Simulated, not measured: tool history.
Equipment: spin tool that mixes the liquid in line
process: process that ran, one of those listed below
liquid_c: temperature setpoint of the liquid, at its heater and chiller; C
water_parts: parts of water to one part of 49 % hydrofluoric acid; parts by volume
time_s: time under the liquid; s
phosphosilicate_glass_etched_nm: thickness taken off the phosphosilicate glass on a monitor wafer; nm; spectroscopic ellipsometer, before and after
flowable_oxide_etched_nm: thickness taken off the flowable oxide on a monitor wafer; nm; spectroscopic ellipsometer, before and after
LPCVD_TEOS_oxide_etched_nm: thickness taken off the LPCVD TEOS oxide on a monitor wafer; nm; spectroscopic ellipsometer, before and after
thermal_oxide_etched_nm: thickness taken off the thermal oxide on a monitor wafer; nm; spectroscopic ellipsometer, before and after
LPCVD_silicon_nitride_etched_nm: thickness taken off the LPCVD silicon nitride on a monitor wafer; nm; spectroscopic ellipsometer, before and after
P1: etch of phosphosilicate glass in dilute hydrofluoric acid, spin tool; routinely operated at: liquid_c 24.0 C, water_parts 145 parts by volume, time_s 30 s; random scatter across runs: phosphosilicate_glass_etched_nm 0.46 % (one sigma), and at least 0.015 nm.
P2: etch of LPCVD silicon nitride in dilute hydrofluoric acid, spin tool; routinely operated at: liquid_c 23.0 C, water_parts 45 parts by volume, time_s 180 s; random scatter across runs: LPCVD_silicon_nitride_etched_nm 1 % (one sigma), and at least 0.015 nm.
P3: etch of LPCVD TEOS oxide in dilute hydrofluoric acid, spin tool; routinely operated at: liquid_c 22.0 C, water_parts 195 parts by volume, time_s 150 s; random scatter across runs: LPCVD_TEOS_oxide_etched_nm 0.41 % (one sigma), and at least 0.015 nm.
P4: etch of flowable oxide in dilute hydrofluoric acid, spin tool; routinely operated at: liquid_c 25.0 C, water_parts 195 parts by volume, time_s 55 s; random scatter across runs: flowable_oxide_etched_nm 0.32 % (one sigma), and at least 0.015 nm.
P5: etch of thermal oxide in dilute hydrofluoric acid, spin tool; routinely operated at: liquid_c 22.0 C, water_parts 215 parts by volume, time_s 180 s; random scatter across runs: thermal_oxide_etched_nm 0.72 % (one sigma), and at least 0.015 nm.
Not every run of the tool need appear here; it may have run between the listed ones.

run   hour  process  liquid_c  water_parts  time_s  hours since the thermometer was replaced  hours since the hydrofluoric acid flow meter was replaced  phosphosilicate_glass_etched_nm  flowable_oxide_etched_nm  LPCVD_TEOS_oxide_etched_nm  thermal_oxide_etched_nm  LPCVD_silicon_nitride_etched_nm
  1    7.5       P1      24.0          145      30                                     391.7                                                      768.3                          13.7770
  2   18.1       P1      24.0          145      15                                     402.3                                                      778.9                           6.8941
  3   29.4       P4      17.5          195      55                                     413.6                                                      790.2                                                     7.8036
  4   39.3       P1      17.5          145      30                                     423.5                                                      800.1                          10.7420
  5   46.1       P1      24.0          145      30                                     430.3                                                      806.9                          13.9460
  6   52.1       P3      26.5          195     150                                     436.3                                                      812.9                                                                                 32.109
  7   59.4       P1      24.0          145      30                                     443.6                                                      820.2                          13.7460
  8   70.4       P5      17.0          215     180                                     454.6                                                      831.2                                                                                                         2.67400
  9   78.2       P2      23.0           65     180                                     462.4                                                      839.0                                                                                                                                           1.4015
 10   84.5       P1      24.0           80      30                                     468.7                                                      845.3                          27.0880
 11   94.8       P4      25.0          195      55                                     479.0                                                      855.6                                                    10.3410
 12  103.8       P2      17.0           45     180                                     488.0                                                      864.6                                                                                                                                           1.3221
 13  116.1       P5      22.0          215     180                                     500.3                                                      876.9                                                                                                         3.24960
 14  121.8       P5      22.0          215      50                                     506.0                                                      882.6                                                                                                         0.91304
 15  128.1       P1      32.0          145      30                                     512.3                                                      888.9                          18.4290
 16  133.9       P5      22.0          215     180                                     518.1                                                      894.7                                                                                                         3.27280
 17  144.4       P1      24.0          260      30                                     528.6                                                      905.2                           6.7308
 18  154.4       P1      24.0          145      30                                     538.6                                                      915.2                          13.7550
 19  164.7       P4      25.0          195     105                                     548.9                                                      925.5                                                    19.6820
 20  171.7       P5      22.0          125     180                                     555.9                                                      932.5                                                                                                         6.20030
 21  184.5       P1      24.0          145      30                                     568.7                                                      945.3                          13.7070
 22  195.1       P4      25.0          195      55                                     579.3                                                      955.9                                                    10.4050

What does the tool deliver on the next run?
 23  201.5       P3      22.0          195     150                                     585.7                                                      962.3                                                                                      ?

{"run 23": {"LPCVD_TEOS_oxide_etched_nm": 27.228}}
